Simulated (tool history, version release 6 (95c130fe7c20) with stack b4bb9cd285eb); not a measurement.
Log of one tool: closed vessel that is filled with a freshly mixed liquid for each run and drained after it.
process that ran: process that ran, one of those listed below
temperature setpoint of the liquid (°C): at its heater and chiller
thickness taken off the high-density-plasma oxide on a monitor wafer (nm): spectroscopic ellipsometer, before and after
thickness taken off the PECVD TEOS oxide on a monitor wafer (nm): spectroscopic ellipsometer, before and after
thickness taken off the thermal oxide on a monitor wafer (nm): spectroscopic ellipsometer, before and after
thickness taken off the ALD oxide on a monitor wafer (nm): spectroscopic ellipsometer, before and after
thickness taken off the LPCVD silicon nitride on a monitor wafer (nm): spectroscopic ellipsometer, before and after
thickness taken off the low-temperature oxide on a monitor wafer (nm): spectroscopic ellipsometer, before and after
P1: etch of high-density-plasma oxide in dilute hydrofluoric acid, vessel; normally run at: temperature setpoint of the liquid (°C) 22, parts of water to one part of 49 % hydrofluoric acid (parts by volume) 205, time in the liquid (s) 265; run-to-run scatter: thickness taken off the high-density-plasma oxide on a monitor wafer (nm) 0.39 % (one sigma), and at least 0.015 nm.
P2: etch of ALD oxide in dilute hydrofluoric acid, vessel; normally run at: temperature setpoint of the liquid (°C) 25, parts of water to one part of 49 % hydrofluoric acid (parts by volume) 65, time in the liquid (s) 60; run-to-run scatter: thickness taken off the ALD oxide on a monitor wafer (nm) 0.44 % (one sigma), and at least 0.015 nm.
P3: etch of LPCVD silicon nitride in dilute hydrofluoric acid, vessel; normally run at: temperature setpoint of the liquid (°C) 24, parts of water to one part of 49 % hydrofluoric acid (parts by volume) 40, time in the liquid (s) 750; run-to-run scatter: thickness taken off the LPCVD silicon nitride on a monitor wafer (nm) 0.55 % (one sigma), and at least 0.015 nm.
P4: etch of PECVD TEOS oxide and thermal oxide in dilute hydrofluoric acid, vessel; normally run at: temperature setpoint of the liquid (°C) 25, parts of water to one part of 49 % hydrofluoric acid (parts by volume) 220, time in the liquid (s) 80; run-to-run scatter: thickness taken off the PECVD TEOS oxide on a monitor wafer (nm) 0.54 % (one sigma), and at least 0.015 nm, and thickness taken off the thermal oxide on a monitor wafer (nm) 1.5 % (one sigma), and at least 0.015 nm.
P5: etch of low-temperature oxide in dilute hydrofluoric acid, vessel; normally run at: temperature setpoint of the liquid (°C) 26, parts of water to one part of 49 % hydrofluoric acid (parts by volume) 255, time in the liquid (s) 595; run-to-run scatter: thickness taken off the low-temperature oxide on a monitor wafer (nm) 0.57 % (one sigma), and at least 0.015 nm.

run,hour,process that ran,temperature setpoint of the liquid (°C),parts of water to one part of 49 % hydrofluoric acid (parts by volume),time in the liquid (s),hours since the thermometer was replaced,hours since the hydrofluoric acid flow meter was replaced,thickness taken off the high-density-plasma oxide on a monitor wafer (nm),thickness taken off the PECVD TEOS oxide on a monitor wafer (nm),thickness taken off the thermal oxide on a monitor wafer (nm),thickness taken off the ALD oxide on a monitor wafer (nm),thickness taken off the LPCVD silicon nitride on a monitor wafer (nm),thickness taken off the low-temperature oxide on a monitor wafer (nm)
1,9.4,P1,22,205,265,242.2,799,9.1608,,,,,
2,20.9,P4,25,220,80,253.7,810.5,,5.3921,1.5402,,,
3,35.2,P1,22,205,105,268,824.8,3.6641,,,,,
4,44.9,P2,33,65,60,277.7,834.5,,,,25.298,,
5,56.9,P1,22,130,265,289.7,846.5,15.86,,,,,
6,68.2,P4,25,220,135,301,857.8,,9.1798,2.6374,,,
7,83.9,P3,24,40,750,316.7,873.5,,,,,9.6939,
8,93.7,P2,25,40,60,326.5,883.3,,,,31.382,,
9,110.3,P5,26,390,595,343.1,899.9,,,,,,25.769
10,119.5,P5,33,255,595,352.3,909.1,,,,,,56.968
11,130.6,P1,30.5,205,265,363.4,920.2,12.545,,,,,
12,139.6,P3,32.5,40,750,372.4,929.2,,,,,16.868,
13,155.7,P5,26,255,595,388.5,945.3,,,,,,45.172
14,165.2,P1,17,205,265,398,954.8,7.5748,,,,,
15,182.1,P4,29.5,220,80,414.9,971.7,,6.2928,1.8846,,,
16,196.5,P1,27.5,205,115,429.3,986.1,4.8712,,,,,
17,204.6,P1,22,205,265,437.4,994.2,9.2364,,,,,
18,218.2,P1,22,205,265,451,1007.8,9.2243,,,,,
19,231.2,P3,24,40,750,464,1020.8,,,,,9.6368,
20,238.6,P4,25,40,80,471.4,1028.2,,36.891,10.88,,,
21,249.1,P4,25,220,80,481.9,1038.7,,5.3198,1.5855,,,
22,256.9,P5,26,255,80,489.7,1046.5,,,,,,6.015
23,266.3,P1,22,205,450,499.1,1055.9,15.637,,,,,
24,275.9,P3,24,40,1475,508.7,1065.5,,,,,18.846,
25,284.5,P2,25,65,60,517.3,1074.1,,,,18.778,,
26,294.3,P2,25,65,110,527.1,1083.9,,,,34.058,,
27,309.6,P5,26,255,595,542.4,1099.2,,,,,,45.098
28,321.7,P1,22,205,265,554.5,1111.3,9.1987,,,,,
29,335.2,P3,24,20,750,568,1124.8,,,,,18.833,
30,351.7,P1,22,310,265,584.5,1141.3,5.5199,,,,,
31,366.6,P1,22,205,265,599.4,1156.2,9.2101,,,,,
32,376.6,P1,22,205,265,609.4,1166.2,9.2414,,,,,
33,384.4,P1,22,205,265,617.2,1174,9.2802,,,,,
34,400.7,P1,22,205,265,633.5,1190.3,9.543,,,,,
35,408.4,P1,22,205,265,641.2,1198,9.6389,,,,,
36,418.8,P1,22,205,265,651.6,1208.4,9.7668,,,,,
37,431,P1,22,205,265,663.8,1220.6,9.7671,,,,,
38,448,P1,22,205,265,680.8,1237.6,9.7834,,,,,
39,460.3,P1,22,205,265,693.1,1249.9,9.8305,,,,,
40,471.2,P1,22,205,265,704,1260.8,9.8683,,,,,

What P1 gives has crept away from where it was. These 2 causes fit the log equally well, each at the size given:
A: hydrofluoric acid flow above the setpoint (%) = 5.07
B: liquid hotter than its thermometer reads (K) = 1.6
The creep began at about hour 384.4.

4 check runs are offered, one wafer each, their results left as question marks. Which one tells the causes apart?
check 1,482.1,P3,30.5,40,1190,,,,,,,?,
check 2,482.1,P4,25,220,120,,,,?,?,,,
check 3,482.1,P2,33,65,105,,,,,,?,,
check 4,482.1,P5,32.5,255,130,,,,,,,,?

What each check would give under each cause:
check,result,if A,if B
check 1,thickness taken off the LPCVD silicon nitride on a monitor wafer (nm),24.715,26.092
check 2,thickness taken off the PECVD TEOS oxide on a monitor wafer (nm),8.5659,8.5336
check 2,thickness taken off the thermal oxide on a monitor wafer (nm),2.4924,2.483
check 3,thickness taken off the ALD oxide on a monitor wafer (nm),47.005,47.258
check 4,thickness taken off the low-temperature oxide on a monitor wafer (nm),13.096,12.922
How far apart the two closest causes lie, in the result that separates them most: check 1 5.42 %; check 2 0.38 %; check 3 0.54 %; check 4 1.34 %
Only check 1 tells the causes apart: in the others they would give nearly the same result.

Check 1 was then run and gave: thickness taken off the LPCVD silicon nitride on a monitor wafer (nm) 24.705. Which cause is it?

It is A: hydrofluoric acid flow above the setpoint (%).
